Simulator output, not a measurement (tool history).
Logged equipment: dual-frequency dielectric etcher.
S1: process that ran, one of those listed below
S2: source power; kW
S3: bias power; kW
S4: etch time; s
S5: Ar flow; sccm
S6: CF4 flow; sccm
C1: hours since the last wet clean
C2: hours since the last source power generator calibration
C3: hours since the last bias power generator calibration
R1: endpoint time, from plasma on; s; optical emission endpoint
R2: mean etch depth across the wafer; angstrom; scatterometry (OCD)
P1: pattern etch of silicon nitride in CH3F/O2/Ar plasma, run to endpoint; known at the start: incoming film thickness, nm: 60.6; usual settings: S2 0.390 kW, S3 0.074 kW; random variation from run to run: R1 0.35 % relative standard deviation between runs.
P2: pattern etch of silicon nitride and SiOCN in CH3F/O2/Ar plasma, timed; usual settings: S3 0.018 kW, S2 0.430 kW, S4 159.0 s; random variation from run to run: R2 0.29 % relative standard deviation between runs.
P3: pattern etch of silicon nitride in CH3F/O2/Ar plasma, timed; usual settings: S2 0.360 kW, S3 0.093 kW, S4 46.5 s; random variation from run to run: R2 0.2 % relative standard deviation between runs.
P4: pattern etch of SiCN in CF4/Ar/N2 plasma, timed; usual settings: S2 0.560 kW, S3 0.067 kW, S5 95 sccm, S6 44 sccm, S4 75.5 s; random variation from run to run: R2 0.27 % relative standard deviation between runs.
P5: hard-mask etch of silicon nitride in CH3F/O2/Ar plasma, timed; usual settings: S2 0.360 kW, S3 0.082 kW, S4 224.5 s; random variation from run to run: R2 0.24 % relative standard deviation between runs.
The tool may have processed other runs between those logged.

{"run": 1, "day": 0.267, "S1": "P1", "S2": 0.39, "S3": 0.074, "C1": 249.9, "C2": 1464.4, "C3": 661.2, "R1": 86.881}
{"run": 2, "day": 0.417, "S1": "P2", "S2": 0.43, "S3": 0.018, "S4": 100.5, "C1": 253.5, "C2": 1468.0, "C3": 664.8, "R2": 129.41}
{"run": 3, "day": 0.688, "S1": "P1", "S2": 0.39, "S3": 0.044, "C1": 260.0, "C2": 1474.5, "C3": 671.3, "R1": 102.53}
{"run": 4, "day": 0.958, "S1": "P1", "S2": 0.39, "S3": 0.074, "C1": 266.5, "C2": 1481.0, "C3": 677.8, "R1": 86.143}
{"run": 5, "day": 1.179, "S1": "P1", "S2": 0.48, "S3": 0.057, "C1": 271.8, "C2": 1486.3, "C3": 683.1, "R1": 87.344}
{"run": 6, "day": 1.371, "S1": "P1", "S2": 0.52, "S3": 0.074, "C1": 276.4, "C2": 1490.9, "C3": 687.7, "R1": 77.587}
{"run": 7, "day": 1.629, "S1": "P4", "S2": 0.56, "S3": 0.048, "S4": 75.5, "S5": 95, "S6": 44, "C1": 282.6, "C2": 1497.1, "C3": 693.9, "R2": 621.5}
{"run": 8, "day": 1.846, "S1": "P5", "S2": 0.36, "S3": 0.113, "S4": 224.5, "C1": 287.8, "C2": 1502.3, "C3": 699.1, "R2": 1795.9}
{"run": 9, "day": 2.062, "S1": "P1", "S2": 0.39, "S3": 0.074, "C1": 293.0, "C2": 1507.5, "C3": 704.3, "R1": 87.054}
{"run": 10, "day": 2.233, "S1": "P2", "S2": 0.57, "S3": 0.018, "S4": 159.0, "C1": 297.1, "C2": 1511.6, "C3": 708.4, "R2": 226.5}
{"run": 11, "day": 2.362, "S1": "P2", "S2": 0.43, "S3": 0.018, "S4": 159.0, "C1": 300.2, "C2": 1514.7, "C3": 711.5, "R2": 204.08}
{"run": 12, "day": 2.533, "S1": "P1", "S2": 0.48, "S3": 0.05, "C1": 304.3, "C2": 1518.8, "C3": 715.6, "R1": 90.955}
{"run": 13, "day": 2.796, "S1": "P5", "S2": 0.36, "S3": 0.082, "S4": 172.5, "C1": 310.6, "C2": 1525.1, "C3": 721.9, "R2": 1226.5}
{"run": 14, "day": 2.925, "S1": "P5", "S2": 0.36, "S3": 0.082, "S4": 224.5, "C1": 313.7, "C2": 1528.2, "C3": 725.0, "R2": 1597.3}
{"run": 15, "day": 3.079, "S1": "P4", "S2": 0.77, "S3": 0.067, "S4": 75.5, "S5": 95, "S6": 44, "C1": 317.4, "C2": 1531.9, "C3": 728.7, "R2": 923.78}
{"run": 16, "day": 3.258, "S1": "P2", "S2": 0.43, "S3": 0.018, "S4": 159.0, "C1": 321.7, "C2": 1536.2, "C3": 733.0, "R2": 204.46}
{"run": 17, "day": 3.496, "S1": "P5", "S2": 0.24, "S3": 0.082, "S4": 224.5, "C1": 327.4, "C2": 1541.9, "C3": 738.7, "R2": 1373.0}
{"run": 18, "day": 3.671, "S1": "P1", "S2": 0.31, "S3": 0.074, "C1": 331.6, "C2": 1546.1, "C3": 742.9, "R1": 94.359}
{"run": 19, "day": 3.817, "S1": "P3", "S2": 0.36, "S3": 0.093, "S4": 58.5, "C1": 335.1, "C2": 1549.6, "C3": 746.4, "R2": 416.96}
{"run": 20, "day": 4.0, "S1": "P3", "S2": 0.21, "S3": 0.093, "S4": 46.5, "C1": 339.5, "C2": 1554.0, "C3": 750.8, "R2": 270.87}
{"run": 21, "day": 4.138, "S1": "P1", "S2": 0.39, "S3": 0.074, "C1": 342.8, "C2": 1557.3, "C3": 754.1, "R1": 86.125}
{"run": 22, "day": 4.258, "S1": "P4", "S2": 0.56, "S3": 0.067, "S4": 75.5, "S5": 95, "S6": 44, "C1": 345.7, "C2": 1560.2, "C3": 757.0, "R2": 698.44}
{"run": 23, "day": 4.438, "S1": "P4", "S2": 0.56, "S3": 0.067, "S4": 75.5, "S5": 112, "S6": 44, "C1": 350.0, "C2": 1564.5, "C3": 761.3, "R2": 679.09}
{"run": 24, "day": 4.571, "S1": "P1", "S2": 0.39, "S3": 0.095, "C1": 353.2, "C2": 1567.7, "C3": 764.5, "R1": 79.78}
{"run": 25, "day": 4.704, "S1": "P4", "S2": 0.56, "S3": 0.067, "S4": 75.5, "S5": 95, "S6": 44, "C1": 356.4, "C2": 1570.9, "C3": 767.7, "R2": 700.28}
{"run": 26, "day": 4.833, "S1": "P4", "S2": 0.56, "S3": 0.067, "S4": 104.0, "S5": 95, "S6": 44, "C1": 359.5, "C2": 1574.0, "C3": 770.8, "R2": 966.54}
{"day": 4.975, "done": "source power generator calibrated"}
{"run": 27, "day": 5.062, "S1": "P3", "S2": 0.36, "S3": 0.057, "S4": 46.5, "C1": 365.0, "C2": 2.1, "C3": 776.3, "R2": 279.61}
{"run": 28, "day": 5.292, "S1": "P2", "S2": 0.43, "S3": 0.012, "S4": 159.0, "C1": 370.5, "C2": 7.6, "C3": 781.8, "R2": 173.22}
{"run": 29, "day": 5.517, "S1": "P4", "S2": 0.56, "S3": 0.067, "S4": 75.5, "S5": 95, "S6": 29, "C1": 375.9, "C2": 13.0, "C3": 787.2, "R2": 648.44}
{"run": 30, "day": 5.708, "S1": "P1", "S2": 0.39, "S3": 0.074, "C1": 380.5, "C2": 17.6, "C3": 791.8, "R1": 86.953}
{"run": 31, "day": 5.938, "S1": "P3", "S2": 0.36, "S3": 0.093, "S4": 46.5, "C1": 386.0, "C2": 23.1, "C3": 797.3, "R2": 330.16}
{"run": 32, "day": 6.154, "S1": "P1", "S2": 0.39, "S3": 0.074, "C1": 391.2, "C2": 28.3, "C3": 802.5, "R1": 86.679}
{"run": 33, "day": 6.404, "S1": "P1", "S2": 0.39, "S3": 0.074, "C1": 397.2, "C2": 34.3, "C3": 808.5, "R1": 87.59}
{"run": 34, "day": 6.621, "S1": "P1", "S2": 0.39, "S3": 0.074, "C1": 402.4, "C2": 39.5, "C3": 813.7, "R1": 88.477}
{"run": 35, "day": 6.754, "S1": "P1", "S2": 0.39, "S3": 0.074, "C1": 405.6, "C2": 42.7, "C3": 816.9, "R1": 87.856}
{"run": 36, "day": 6.879, "S1": "P1", "S2": 0.39, "S3": 0.074, "C1": 408.6, "C2": 45.7, "C3": 819.9, "R1": 87.984}
{"day": 6.983, "done": "wet clean of the chamber"}
{"run": 37, "day": 7.142, "S1": "P1", "S2": 0.39, "S3": 0.074, "C1": 3.9, "C2": 52.0, "C3": 826.2, "R1": 88.084}
{"run": 38, "day": 7.35, "S1": "P1", "S2": 0.39, "S3": 0.074, "C1": 8.9, "C2": 57.0, "C3": 831.2, "R1": 88.411}

Compared with where it was, what P1 gives has crept away. Each cause listed below fits the log as well as the rest, at the size given for it:
A: bias power that arrives under what is set, % = 4.92
B: source power that arrives under what is set, % = 4.48
The onset of the drift is placed at about day 6.154.
Other possible causes, and why each is ruled out:
chamber walls in a state that lowers the etch rate, %: serviced at day 6.983, after the drift had started, without restoring the earlier output

Question marks stand in for the results of the 4 check runs listed below, each run on one wafer. Under which run would the listed causes show clearly different results?
{"run": "check 1", "day": 7.558, "S1": "P3", "S2": 0.22, "S3": 0.079, "S4": 46.5, "R2": "?"}
{"run": "check 2", "day": 7.558, "S1": "P4", "S2": 0.56, "S3": 0.067, "S4": 75.5, "S5": 95, "S6": 33, "R2": "?"}
{"run": "check 3", "day": 7.558, "S1": "P2", "S2": 0.43, "S3": 0.013, "S4": 159.0, "R2": "?"}
{"run": "check 4", "day": 7.558, "S1": "P5", "S2": 0.3, "S3": 0.107, "S4": 224.5, "R2": "?"}

Check results expected under each cause:
check=check_1 result=R2 if_A=255.18 if_B=255.50
check=check_2 result=R2 if_A=652.45 if_B=639.06
check=check_3 result=R2 if_A=175.50 if_B=175.94
check=check_4 result=R2 if_A=1614.00 if_B=1617.50
Distance between the nearest two causes, measured in the result of the check that separates them most: check 1 0.13 %; check 2 2.07 %; check 3 0.25 %; check 4 0.21 %
The causes can be told apart only by check 2. The other checks would give nearly the same results under each of them.

Here is what check 2 returned: R2 652.10 angstrom. Which cause is it?

The correct cause is A, namely: bias power that arrives under what is set, %.
